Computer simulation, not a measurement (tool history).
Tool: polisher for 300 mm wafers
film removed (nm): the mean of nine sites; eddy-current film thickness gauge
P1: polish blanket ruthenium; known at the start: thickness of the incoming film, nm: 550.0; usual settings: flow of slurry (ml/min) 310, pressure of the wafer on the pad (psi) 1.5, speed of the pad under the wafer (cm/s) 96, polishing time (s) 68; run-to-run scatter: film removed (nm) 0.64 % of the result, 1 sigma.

run   hour  flow of slurry (ml/min)  pressure of the wafer on the pad (psi)  speed of the pad under the wafer (cm/s)  polishing time (s)  wafers polished on this pad  hours since the slurry nozzle was cleaned  hours since the head pressure was calibrated  film removed (nm)
  1   11.7                      310                                     1.5                                       96                  68                          955                                      262.3                                         198.6             46.965
      15.4  -- worn pad replaced by a new one
  2   22.1                      310                                     1.5                                       96                  68                           72                                      272.7                                           209             46.753
  3   29.6                      185                                     1.5                                       96                  68                          153                                      280.2                                         216.5             44.599
  4   41.5                      310                                     1.5                                       70                  51                          281                                      292.1                                         228.4              25.74
      46.9  -- slurry nozzle cleaned
  5   50.7                      310                                     0.7                                       96                  68                          380                                        3.9                                         237.6             21.939
  6   62.7                      310                                     1.5                                      142                  68                          510                                       15.9                                         249.6              68.97
  7   73.8                      310                                     1.5                                       96                 102                          629                                         27                                         260.7             69.234
  8   79.7                      310                                     1.5                                       44                  68                          693                                       32.9                                         266.6             21.447
  9   88.9                      410                                     1.5                                       96                  68                          792                                       42.1                                         275.8             47.838
 10   99.6                      310                                     1.5                                       96                  68                          907                                       52.8                                         286.5             46.474
 11  105.6                      310                                     2.2                                       96                  68                          972                                       58.8                                         292.5             68.297
 12  115.4                      310                                     1.5                                       96                  40                         1077                                       68.6                                         302.3             27.447
 13  126.7                      310                                     1.5                                       96                  68                         1199                                       79.9                                         313.6             46.595
 14  132.6                      310                                     1.5                                       96                  68                         1263                                       85.8                                         319.5             46.545
 15  143.1                      310                                     1.5                                       96                  68                         1376                                       96.3                                           330             45.509
 16    152                      310                                     1.5                                       96                  68                         1471                                      105.2                                         338.9             45.325
 17    164                      310                                     1.5                                       96                  68                         1601                                      117.2                                         350.9             45.261
 18  170.5                      310                                     1.5                                       96                  68                         1671                                      123.7                                         357.4             44.372

Run 19 comes next. What will it give?
 19  181.6                      310                                     1.5                                       96                  68                         1790                                      134.8                                         368.5                  ?

Run 19 gave film removed (nm) 44.942.

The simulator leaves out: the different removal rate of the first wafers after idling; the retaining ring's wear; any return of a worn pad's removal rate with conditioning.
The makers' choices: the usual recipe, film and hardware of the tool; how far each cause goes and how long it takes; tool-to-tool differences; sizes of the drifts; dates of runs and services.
